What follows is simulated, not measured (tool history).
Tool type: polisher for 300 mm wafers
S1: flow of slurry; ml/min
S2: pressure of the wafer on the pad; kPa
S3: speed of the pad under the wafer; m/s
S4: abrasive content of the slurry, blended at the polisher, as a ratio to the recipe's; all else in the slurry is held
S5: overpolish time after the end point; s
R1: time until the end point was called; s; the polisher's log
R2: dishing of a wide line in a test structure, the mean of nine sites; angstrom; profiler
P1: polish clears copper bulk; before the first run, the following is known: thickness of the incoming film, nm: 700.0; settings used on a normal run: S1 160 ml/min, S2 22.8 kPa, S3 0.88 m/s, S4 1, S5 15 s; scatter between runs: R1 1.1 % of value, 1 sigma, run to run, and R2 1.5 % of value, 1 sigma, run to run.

run	hour	S1	S2	S3	S4	S5	R1	R2
1	4.9	160	22.8	0.88	1	15	90.343	580.03
2	10	160	22.8	1.32	1	23	60.859	835.01
3	14.2	160	22.8	0.88	1	4	92.107	224.89
4	21.5	160	22.8	0.88	1.5	15	82.303	633.13
5	26.2	95	22.8	0.88	1	15	99.15	559.27
6	33.5	160	22.8	0.88	1	15	90.005	582.4
7	42.5	160	22.8	0.88	1	15	92.619	589.73
8	47.5	160	22.8	0.52	1	15	151.33	426.23
9	52	160	22.8	1.24	1	15	64.093	720.98
10	60.2	160	22.8	0.88	1	15	91.219	597.78
11	64.5	160	22.8	0.88	1	15	89.831	585.58
12	71.1	160	22.8	0.88	1	26	90.926	759.03
# hour 77.7: slurry blender recalibrated
13	79.4	160	22.8	0.88	1	15	90.465	607.32
14	87.7	160	35.9	0.88	1	15	57.518	782.31

For run 15, what comes out?
# hour 89.1: head pressure recalibrated
15	96.4	160	22.8	0.88	0.6	15	?	?

{"run 15": {"R1": 102.45, "R2": 576.42}}
